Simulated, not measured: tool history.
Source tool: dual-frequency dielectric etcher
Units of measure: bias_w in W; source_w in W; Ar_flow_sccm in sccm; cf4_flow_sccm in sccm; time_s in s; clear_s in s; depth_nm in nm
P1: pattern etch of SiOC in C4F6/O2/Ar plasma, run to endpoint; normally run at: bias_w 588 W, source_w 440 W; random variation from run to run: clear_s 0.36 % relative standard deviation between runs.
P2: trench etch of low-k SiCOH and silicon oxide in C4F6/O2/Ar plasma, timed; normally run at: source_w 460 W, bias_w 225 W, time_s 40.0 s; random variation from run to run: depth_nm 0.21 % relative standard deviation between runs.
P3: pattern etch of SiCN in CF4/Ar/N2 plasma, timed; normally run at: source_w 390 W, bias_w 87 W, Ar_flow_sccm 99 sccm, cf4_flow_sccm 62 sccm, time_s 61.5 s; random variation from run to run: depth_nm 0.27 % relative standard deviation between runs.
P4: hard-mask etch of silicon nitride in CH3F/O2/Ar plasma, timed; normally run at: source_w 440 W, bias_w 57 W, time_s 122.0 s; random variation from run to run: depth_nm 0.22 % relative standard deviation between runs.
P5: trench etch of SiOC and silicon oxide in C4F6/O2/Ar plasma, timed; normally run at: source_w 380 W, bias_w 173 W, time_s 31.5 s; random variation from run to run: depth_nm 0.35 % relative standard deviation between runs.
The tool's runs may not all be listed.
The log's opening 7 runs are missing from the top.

run	hour	process	bias_w	source_w	Ar_flow_sccm	cf4_flow_sccm	time_s	clear_s	depth_nm
8	112.2	P5	173	380			19.0		37.111
9	129.2	P3	87	390	141	62	61.5		45.837
10	141.4	P1	805	270				13.670	
11	151.6	P1	588	600				11.602	
12	164.7	P1	588	440				12.896	
# hour 178.8: bias power generator calibrated
13	182.6	P3	87	390	99	62	88.0		69.034
14	198.2	P1	588	440				12.934	
15	213.1	P4	57	440			157.0		102.360
16	231.0	P3	87	390	99	62	61.5		48.188
17	244.0	P3	87	390	99	62	61.5		48.449
18	255.3	P2	225	460			40.0		149.910
19	272.6	P4	57	560			122.0		87.000
20	280.6	P5	173	380			31.5		61.707
21	291.6	P1	588	440				12.905	
22	304.5	P2	225	460			23.5		87.999
23	318.1	P5	240	380			31.5		68.579
24	326.4	P3	120	390	99	62	61.5		54.411
25	338.3	P1	374	440				15.242	
26	353.4	P4	76	440			122.0		87.419
27	368.1	P2	225	340			40.0		133.930
28	386.0	P4	57	440			122.0		79.596
29	398.8	P1	588	350				14.048	

Forecast run 30:
30	414.4	P5	173	380			31.5		?

{"run 30": {"depth_nm": 61.645}}

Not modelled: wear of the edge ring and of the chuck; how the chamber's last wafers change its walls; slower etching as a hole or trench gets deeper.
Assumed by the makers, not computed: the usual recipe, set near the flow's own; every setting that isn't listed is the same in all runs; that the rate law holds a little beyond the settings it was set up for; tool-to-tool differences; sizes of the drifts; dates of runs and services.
